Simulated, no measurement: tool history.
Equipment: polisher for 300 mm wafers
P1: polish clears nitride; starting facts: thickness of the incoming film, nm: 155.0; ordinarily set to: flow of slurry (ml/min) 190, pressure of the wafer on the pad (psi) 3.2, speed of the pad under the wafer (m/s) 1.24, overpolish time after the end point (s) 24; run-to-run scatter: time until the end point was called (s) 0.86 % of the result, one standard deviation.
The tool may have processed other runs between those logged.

run	day	flow of slurry (ml/min)	pressure of the wafer on the pad (psi)	speed of the pad under the wafer (m/s)	overpolish time after the end point (s)	wafers polished on this pad	hours since the slurry nozzle was cleaned	hours since the head pressure was calibrated	time until the end point was called (s)
1	0.679	190	3.2	1.24	24	642	226.3	465.3	133.640
2	1.225	190	2.1	1.24	7	782	239.4	478.4	206.050
3	1.642	190	3.2	1.24	24	890	249.4	488.4	133.510
4	1.975	190	2.3	1.58	24	976	257.4	496.4	144.550
5	2.412	190	2.3	1.24	24	1088	267.9	506.9	184.500
6	2.808	190	3.2	1.24	24	1190	277.4	516.4	134.240
7	3.167	115	3.2	1.24	24	1283	286.0	525.0	145.250
8	3.854	260	3.2	1.24	43	1460	302.5	541.5	126.830
9	4.458	190	3.2	0.80	24	1615	317.0	556.0	203.890
10	5.079	275	3.2	1.24	24	1775	331.9	570.9	127.910
11	5.771	190	4.6	1.24	24	1953	348.5	587.5	93.109
12	6.471	190	3.2	1.24	14	2134	365.3	604.3	135.610
13	7.162	190	3.2	1.68	24	2312	381.9	620.9	97.912
14	7.583	190	3.2	1.24	24	2420	392.0	631.0	132.150
15	8.167	190	3.2	1.24	44	2571	406.0	645.0	132.580
16	8.712	190	3.2	1.24	24	2711	419.1	658.1	132.830
17	9.392	190	3.2	1.24	24	2886	435.4	674.4	133.240
18	9.771	190	3.2	1.24	24	2984	444.5	683.5	132.400
19	10.283	190	3.2	1.24	24	3116	456.8	695.8	133.610
20	10.729	190	3.2	1.24	24	3231	467.5	706.5	136.140
21	11.246	190	3.2	1.24	24	3364	479.9	718.9	136.750
22	11.758	190	3.2	1.24	24	3496	492.2	731.2	139.200
23	12.429	190	3.2	1.24	24	3669	508.3	747.3	139.500
24	13.154	190	3.2	1.24	24	3855	525.7	764.7	141.360
25	13.842	190	3.2	1.24	24	4032	542.2	781.2	140.590
# day 14.533: head pressure recalibrated
26	14.600	190	3.2	1.24	24	4228	560.4	1.7	142.320

Expected results for the next run?
27	15.212	190	3.2	1.24	24	4386	575.1	16.4	?

Run 27 produced time until the end point was called (s) 141.960.
